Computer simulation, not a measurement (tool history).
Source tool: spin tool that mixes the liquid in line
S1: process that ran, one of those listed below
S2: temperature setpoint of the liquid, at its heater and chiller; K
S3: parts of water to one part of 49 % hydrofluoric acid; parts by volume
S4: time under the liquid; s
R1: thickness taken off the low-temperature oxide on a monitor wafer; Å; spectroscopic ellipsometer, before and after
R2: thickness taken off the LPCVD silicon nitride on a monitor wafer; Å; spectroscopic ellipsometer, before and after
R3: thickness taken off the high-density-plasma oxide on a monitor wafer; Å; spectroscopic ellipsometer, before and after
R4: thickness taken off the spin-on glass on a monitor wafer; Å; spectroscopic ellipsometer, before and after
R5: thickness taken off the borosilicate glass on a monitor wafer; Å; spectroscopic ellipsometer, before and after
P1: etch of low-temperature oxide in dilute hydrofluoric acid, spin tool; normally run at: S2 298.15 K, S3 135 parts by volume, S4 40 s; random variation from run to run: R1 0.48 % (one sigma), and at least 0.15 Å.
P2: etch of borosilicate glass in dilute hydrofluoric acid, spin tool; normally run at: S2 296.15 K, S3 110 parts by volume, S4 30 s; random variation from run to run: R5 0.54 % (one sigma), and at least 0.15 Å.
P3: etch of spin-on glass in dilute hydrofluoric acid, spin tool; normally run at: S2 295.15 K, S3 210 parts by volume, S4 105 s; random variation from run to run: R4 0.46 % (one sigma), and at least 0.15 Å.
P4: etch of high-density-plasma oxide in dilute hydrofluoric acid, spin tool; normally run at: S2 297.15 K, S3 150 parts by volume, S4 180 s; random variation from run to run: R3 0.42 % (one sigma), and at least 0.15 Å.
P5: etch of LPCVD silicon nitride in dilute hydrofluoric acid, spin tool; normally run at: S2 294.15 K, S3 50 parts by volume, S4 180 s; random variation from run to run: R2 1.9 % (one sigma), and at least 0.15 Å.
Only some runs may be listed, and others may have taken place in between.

run   hour  S1      S2   S3   S4      R1      R2       R3       R4      R5
  1    6.7  P1  298.15  135   40  42.393
  2   13.7  P1  298.15  135   40  42.870
  3   18.2  P5  294.15   50  180          13.076
  4   23.6  P4  297.15  150  180                  59.1370
  5   31.4  P3  295.15   40  105                           928.200
  6   39.5  P1  298.15  135   40  42.387
  7   47.2  P1  298.15  205   65  42.002
  8   54.2  P1  298.15   80   40  76.995
  9   60.3  P4  297.15  150  180                  58.6810
 10   66.2  P4  297.15  150   15                   4.9353
 11   71.0  P2  300.15  110   30                                    83.851
 12   78.0  P3  295.15  210   55                            76.235
 13   84.6  P4  297.15  215  180                  38.2040
 14   88.4  P3  295.15  210  105                           147.150
 15   95.5  P1  305.65  135   40  56.055
 16  101.1  P2  296.15  110   15                                    35.659
 17  105.6  P1  298.15  135   15  15.752
 18  111.2  P1  298.15  135   75  80.672
 19  118.3  P2  296.15  155   30                                    48.028
 20  125.8  P5  294.15   50  180          13.862
 21  133.9  P1  298.15  225   40  22.933
 22  141.4  P5  299.65   50  180          20.097
 23  145.2  P4  301.65  150  180                  70.1400
 24  151.1  P1  301.65  240   40  24.063
 25  156.4  P1  298.15  135   40  42.668
 26  160.2  P1  290.15  135   40  30.924
 27  165.3  P5  294.15   50  290          22.522
 28  171.4  P3  301.65  210  105                           184.810
 29  177.3  P5  294.15   25  180          26.712
 30  184.5  P1  298.15  135   40  42.772
 31  191.8  P2  296.15  110   30                                    71.910
 32  196.4  P2  296.15  110   30                                    71.011
 33  201.0  P1  298.15  135   40  42.568
 34  205.2  P1  298.15  135   40  41.423
 35  209.8  P1  298.15  135   40  40.511
 36  213.6  P1  298.15  135   40  40.214
 37  219.9  P1  298.15  135   40  39.913
 38  227.6  P1  298.15  135   40  39.307
 39  231.6  P1  298.15  135   40  39.623

What P1 gives has crept off from where it sat before. The 2 causes that follow fit the log equally well, each at the size noted:
A: hydrofluoric acid flow below the setpoint (%) = 6.05
B: liquid colder than its thermometer reads (K) = 1.89
The process output started creeping at around hour 201.0.

Of the 4 check runs below, each run on 5 wafers with the results averaged and each result still a question mark, which one would tell the listed causes apart?
check 1  235.6  P2  296.15  110   30                   ?
check 2  235.6  P4  297.15  150  180           ?
check 3  235.6  P3  295.15  210  105               ?
check 4  235.6  P5  294.15   50  180       ?

Expected result of each check under each candidate cause:
  check  result     if A     if B
check 1      R5   66.477   66.146
check 2      R3  54.8500  54.8740
check 3      R4  135.560  136.150
check 4      R2   12.951   12.070
Gap, in per cent, between the two causes that each check separates least, read from the result that separates them most: check 1 0.5 %; check 2 0.04 %; check 3 0.43 %; check 4 7.05 %
The causes can be told apart only by check 4. The other checks would give nearly the same results under each of them.

Check 4 has now been run. It gave: R2 12.133 Å. Which of the candidate causes is it?

The correct cause is B, namely: liquid colder than its thermometer reads (K).
